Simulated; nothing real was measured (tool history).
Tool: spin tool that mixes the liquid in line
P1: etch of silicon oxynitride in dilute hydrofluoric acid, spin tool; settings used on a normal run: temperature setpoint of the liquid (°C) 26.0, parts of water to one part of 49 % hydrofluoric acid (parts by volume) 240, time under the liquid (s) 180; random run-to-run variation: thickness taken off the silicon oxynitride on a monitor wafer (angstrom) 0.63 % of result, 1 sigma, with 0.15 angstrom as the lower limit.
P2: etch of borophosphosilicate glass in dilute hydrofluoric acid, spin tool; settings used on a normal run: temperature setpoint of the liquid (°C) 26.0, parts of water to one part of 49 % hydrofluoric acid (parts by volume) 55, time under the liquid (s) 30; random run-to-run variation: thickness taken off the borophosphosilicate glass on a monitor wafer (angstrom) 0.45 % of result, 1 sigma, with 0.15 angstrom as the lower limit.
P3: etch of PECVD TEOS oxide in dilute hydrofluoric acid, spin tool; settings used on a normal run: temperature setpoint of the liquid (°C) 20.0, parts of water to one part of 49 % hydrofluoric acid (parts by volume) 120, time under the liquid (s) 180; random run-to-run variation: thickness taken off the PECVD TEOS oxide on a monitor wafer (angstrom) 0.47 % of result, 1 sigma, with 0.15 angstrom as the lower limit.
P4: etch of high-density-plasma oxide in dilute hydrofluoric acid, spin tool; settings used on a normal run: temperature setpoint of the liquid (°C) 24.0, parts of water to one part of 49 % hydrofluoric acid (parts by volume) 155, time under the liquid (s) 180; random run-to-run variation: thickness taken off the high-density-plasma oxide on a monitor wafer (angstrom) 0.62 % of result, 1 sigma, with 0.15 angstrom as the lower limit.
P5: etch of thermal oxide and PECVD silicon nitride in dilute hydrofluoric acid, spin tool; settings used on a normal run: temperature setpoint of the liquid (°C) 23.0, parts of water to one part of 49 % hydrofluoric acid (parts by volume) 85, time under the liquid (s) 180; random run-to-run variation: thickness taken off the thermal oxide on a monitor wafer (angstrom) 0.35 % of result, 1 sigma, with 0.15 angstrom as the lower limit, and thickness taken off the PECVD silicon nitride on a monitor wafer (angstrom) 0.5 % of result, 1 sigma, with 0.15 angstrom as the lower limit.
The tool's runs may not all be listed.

| run | hour | process that ran | temperature setpoint of the liquid (°C) | parts of water to one part of 49 % hydrofluoric acid (parts by volume) | time under the liquid (s) | hours since the thermometer was replaced | hours since the hydrofluoric acid flow meter was replaced | thickness taken off the silicon oxynitride on a monitor wafer (angstrom) | thickness taken off the borophosphosilicate glass on a monitor wafer (angstrom) | thickness taken off the thermal oxide on a monitor wafer (angstrom) | thickness taken off the PECVD silicon nitride on a monitor wafer (angstrom) | thickness taken off the PECVD TEOS oxide on a monitor wafer (angstrom) | thickness taken off the high-density-plasma oxide on a monitor wafer (angstrom) |
|---|---|---|---|---|---|---|---|---|---|---|---|---|---|
| 1 | 2.4 | P1 | 26.0 | 240 | 180 | 705.2 | 192.9 | 34.964 |  |  |  |  |  |
| 2 | 5.5 | P2 | 26.0 | 55 | 15 | 708.3 | 196.0 |  | 248.67 |  |  |  |  |
| 3 | 9.1 | P1 | 26.0 | 240 | 180 | 711.9 | 199.6 | 35.640 |  |  |  |  |  |
| 4 | 12.3 | P5 | 23.0 | 85 | 290 | 715.1 | 202.8 |  |  | 167.47 | 184.50 |  |  |
| 5 | 16.4 | P1 | 26.0 | 240 | 180 | 719.2 | 206.9 | 35.073 |  |  |  |  |  |
| 6 | 19.5 | P5 | 23.0 | 85 | 180 | 722.3 | 210.0 |  |  | 104.21 | 114.53 |  |  |
| 7 | 23.2 | P1 | 31.0 | 240 | 75 | 726.0 | 213.7 | 17.974 |  |  |  |  |  |
| 8 | 27.0 | P5 | 23.0 | 85 | 180 | 729.8 | 217.5 |  |  | 104.07 | 114.49 |  |  |
| 9 | 29.0 | P1 | 26.0 | 240 | 260 | 731.8 | 219.5 | 51.185 |  |  |  |  |  |
| 10 | 31.1 | P5 | 23.0 | 25 | 180 | 733.9 | 221.6 |  |  | 381.07 | 376.27 |  |  |
| 11 | 35.1 | P1 | 21.0 | 240 | 180 | 737.9 | 225.6 | 28.102 |  |  |  |  |  |
| 12 | 38.4 | P5 | 29.5 | 85 | 180 | 741.2 | 228.9 |  |  | 134.10 | 173.90 |  |  |
| 13 | 41.1 | P3 | 20.0 | 120 | 180 | 743.9 | 231.6 |  |  |  |  | 233.740 |  |
| 14 | 44.3 | P1 | 26.0 | 90 | 180 | 747.1 | 234.8 | 105.850 |  |  |  |  |  |
| 15 | 48.0 | P2 | 33.5 | 55 | 30 | 750.8 | 238.5 |  | 670.75 |  |  |  |  |
| 16 | 50.1 | P1 | 26.0 | 240 | 180 | 752.9 | 240.6 | 34.999 |  |  |  |  |  |
| 17 | 54.1 | P4 | 24.0 | 155 | 50 | 756.9 | 244.6 |  |  |  |  |  | 15.582 |
| 18 | 56.6 | P3 | 20.0 | 120 | 15 | 759.4 | 247.1 |  |  |  |  | 19.352 |  |
| 19 | 60.4 | P4 | 24.0 | 45 | 180 | 763.2 | 250.9 |  |  |  |  |  | 217.920 |
| 20 | 64.6 | P4 | 24.0 | 155 | 180 | 767.4 | 255.1 |  |  |  |  |  | 55.246 |
| 21 | 69.0 | P4 | 24.0 | 155 | 180 | 771.8 | 259.5 |  |  |  |  |  | 55.960 |
| 22 | 72.4 | P2 | 26.0 | 55 | 30 | 775.2 | 262.9 |  | 501.36 |  |  |  |  |
| 23 | 75.7 | P1 | 26.0 | 415 | 180 | 778.5 | 266.2 | 17.992 |  |  |  |  |  |
| 24 | 79.0 | P4 | 17.5 | 155 | 180 | 781.8 | 269.5 |  |  |  |  |  | 43.420 |
| 25 | 81.7 | P1 | 34.0 | 240 | 180 | 784.5 | 272.2 | 48.237 |  |  |  |  |  |
| 26 | 86.1 | P1 | 26.0 | 240 | 30 | 788.9 | 276.6 | 5.813 |  |  |  |  |  |
| 27 | 90.7 | P1 | 26.0 | 240 | 180 | 793.5 | 281.2 | 35.080 |  |  |  |  |  |
| 28 | 93.9 | P3 | 20.0 | 120 | 180 | 796.7 | 284.4 |  |  |  |  | 234.030 |  |
| 29 | 96.1 | P3 | 20.0 | 40 | 180 | 798.9 | 286.6 |  |  |  |  | 770.420 |  |
| 30 | 98.9 | P3 | 17.0 | 120 | 180 | 801.7 | 289.4 |  |  |  |  | 207.480 |  |
| 31 | 103.3 | P1 | 26.0 | 240 | 180 | 806.1 | 293.8 | 35.207 |  |  |  |  |  |
| 32 | 105.7 | P2 | 26.0 | 25 | 30 | 808.5 | 296.2 |  | 1143.30 |  |  |  |  |
| 33 | 107.9 | P1 | 26.0 | 240 | 180 | 810.7 | 298.4 | 35.093 |  |  |  |  |  |
| 34 | 110.0 | P1 | 26.0 | 240 | 180 | 812.8 | 300.5 | 33.833 |  |  |  |  |  |
| 35 | 113.4 | P1 | 26.0 | 240 | 180 | 816.2 | 303.9 | 33.123 |  |  |  |  |  |
| 36 | 117.7 | P1 | 26.0 | 240 | 180 | 820.5 | 308.2 | 32.121 |  |  |  |  |  |
| 37 | 120.5 | P1 | 26.0 | 240 | 180 | 823.3 | 311.0 | 32.089 |  |  |  |  |  |
| 38 | 123.6 | P1 | 26.0 | 240 | 180 | 826.4 | 314.1 | 31.953 |  |  |  |  |  |
| 39 | 126.4 | P1 | 26.0 | 240 | 180 | 829.2 | 316.9 | 31.614 |  |  |  |  |  |
| 40 | 128.9 | P1 | 26.0 | 240 | 180 | 831.7 | 319.4 | 31.563 |  |  |  |  |  |

What P1 gives has crept off from where it sat before. The 2 causes that follow fit the log equally well, each at the size noted:
A: liquid colder than its thermometer reads (K) = 2.34
B: hydrofluoric acid flow below the setpoint (%) = 8.16
At approximately hour 107.9, the process output began to creep.

The check runs listed below each take one wafer, and their results are still question marks. Under which run would the listed causes lead to clearly different results?
| check 1 | 131.4 | P2 | 26.0 | 55 | 30 |  |  |  | ? |  |  |  |  |
| check 2 | 131.4 | P5 | 23.0 | 85 | 180 |  |  |  |  | ? | ? |  |  |
| check 3 | 131.4 | P3 | 20.0 | 120 | 180 |  |  |  |  |  |  | ? |  |
| check 4 | 131.4 | P4 | 24.0 | 155 | 180 |  |  |  |  |  |  |  | ? |

What every check run would give for each of its results, assuming each possible cause in turn:
| check | result | if A | if B |
|---|---|---|---|
| check 1 | thickness taken off the borophosphosilicate glass on a monitor wafer (angstrom) | 454.17 | 455.70 |
| check 2 | thickness taken off the thermal oxide on a monitor wafer (angstrom) | 94.703 | 94.819 |
| check 2 | thickness taken off the PECVD silicon nitride on a monitor wafer (angstrom) | 97.606 | 105.130 |
| check 3 | thickness taken off the PECVD TEOS oxide on a monitor wafer (angstrom) | 213.050 | 212.910 |
| check 4 | thickness taken off the high-density-plasma oxide on a monitor wafer (angstrom) | 51.066 | 50.538 |
How far apart the two closest causes lie, in the result that separates them most: check 1 0.34 %; check 2 7.42 %; check 3 0.06 %; check 4 1.04 %
The causes can be told apart only by check 2. The other checks would give nearly the same results under each of them.

Check 2 was then run and gave: thickness taken off the thermal oxide on a monitor wafer (angstrom) 95.185; thickness taken off the PECVD silicon nitride on a monitor wafer (angstrom) 106.120. Which cause is it?

It was cause B: hydrofluoric acid flow below the setpoint (%).
